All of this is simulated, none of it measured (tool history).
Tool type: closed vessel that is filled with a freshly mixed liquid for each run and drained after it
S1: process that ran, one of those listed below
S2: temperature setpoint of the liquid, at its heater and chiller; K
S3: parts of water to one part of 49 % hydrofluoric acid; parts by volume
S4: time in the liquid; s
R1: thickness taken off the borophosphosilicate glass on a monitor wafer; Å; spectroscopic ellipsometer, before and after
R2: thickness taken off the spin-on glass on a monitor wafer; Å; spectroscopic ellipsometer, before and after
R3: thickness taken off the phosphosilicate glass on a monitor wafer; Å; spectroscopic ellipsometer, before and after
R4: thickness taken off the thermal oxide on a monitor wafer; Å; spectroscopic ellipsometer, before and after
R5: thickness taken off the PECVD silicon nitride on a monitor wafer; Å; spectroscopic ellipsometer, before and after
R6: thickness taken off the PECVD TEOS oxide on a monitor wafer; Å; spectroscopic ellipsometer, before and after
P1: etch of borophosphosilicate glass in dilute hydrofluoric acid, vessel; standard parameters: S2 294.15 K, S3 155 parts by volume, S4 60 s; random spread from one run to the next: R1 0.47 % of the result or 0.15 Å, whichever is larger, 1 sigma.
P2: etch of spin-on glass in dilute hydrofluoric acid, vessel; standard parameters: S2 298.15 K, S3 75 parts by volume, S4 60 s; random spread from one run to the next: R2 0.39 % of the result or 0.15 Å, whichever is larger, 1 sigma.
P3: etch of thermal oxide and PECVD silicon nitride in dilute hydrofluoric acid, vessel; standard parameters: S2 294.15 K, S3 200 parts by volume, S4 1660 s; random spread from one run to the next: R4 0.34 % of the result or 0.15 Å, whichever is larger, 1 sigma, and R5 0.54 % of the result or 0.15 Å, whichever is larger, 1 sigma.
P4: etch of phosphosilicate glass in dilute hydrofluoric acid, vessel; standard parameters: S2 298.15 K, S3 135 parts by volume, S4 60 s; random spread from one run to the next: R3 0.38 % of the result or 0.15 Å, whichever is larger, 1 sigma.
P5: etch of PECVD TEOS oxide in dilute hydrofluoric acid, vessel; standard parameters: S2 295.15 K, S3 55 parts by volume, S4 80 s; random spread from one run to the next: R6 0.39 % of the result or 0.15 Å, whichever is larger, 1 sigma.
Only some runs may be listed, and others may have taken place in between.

run     day  S1      S2   S3    S4       R1       R2      R3      R4       R5       R6
  1   0.796  P1  294.15  155    60  179.720
  2   1.446  P2  298.15   75    30            130.20
  3   1.812  P2  291.65   75    60            200.64
  4   2.558  P4  298.15  220    60                    147.16
  5   2.925  P2  298.15   75    60            261.30
  6   3.433  P1  294.15  155    60  179.140
  7   3.983  P3  294.15  200  1660                            312.77  133.420
  8   4.600  P5  303.15   55    80                                             161.390
  9   5.296  P5  295.15   20    80                                             336.600
 10   5.975  P2  298.15   20    60           1056.40
 11   6.371  P1  294.15  155    60  178.430
      6.662  -- hydrofluoric acid flow meter replaced
 12   6.742  P3  294.15  300  1660                            188.96   90.838
 13   7.192  P2  298.15   75    60            261.18
 14   7.625  P4  298.15  135    60                    263.93
 15   8.379  P5  295.15   55    80                                             117.420
 16   9.100  P1  294.15  155    60  178.900
 17   9.708  P1  294.15  155   115  343.060
 18  10.383  P1  290.65  155   100  260.990
 19  10.796  P1  294.15  155    60  178.930
 20  11.421  P1  294.15  155    30   89.723
 21  11.775  P3  294.15  200  1660                            312.23  135.360
 22  12.488  P1  290.15  155    60  152.030
 23  13.046  P1  294.15  155    60  178.510
 24  13.446  P4  303.65  135    60                    322.56
 25  13.954  P4  298.15  135   110                    483.98
 26  14.512  P1  294.15  155    60  179.150
 27  15.104  P5  295.15   55    30                                              43.749
 28  15.600  P1  294.15  265    60   93.869
 29  16.004  P4  298.15  135    60                    262.76
 30  16.717  P3  290.15  200  1660                            267.44  101.860
 31  17.475  P3  294.15  200   910                            171.50   73.326
 32  18.196  P1  302.15  155    60  241.750
 33  18.746  P1  294.15   80    60  376.140
 34  19.333  P1  294.15  155    60  178.390
 35  19.967  P1  294.15  155    60  174.030
 36  20.346  P1  294.15  155    60  173.190
 37  20.796  P1  294.15  155    60  172.730
 38  21.333  P1  294.15  155    60  171.200

Expected results for the next run?
 39  21.962  P1  294.15  155  60   ?

R1: 168.530 Å

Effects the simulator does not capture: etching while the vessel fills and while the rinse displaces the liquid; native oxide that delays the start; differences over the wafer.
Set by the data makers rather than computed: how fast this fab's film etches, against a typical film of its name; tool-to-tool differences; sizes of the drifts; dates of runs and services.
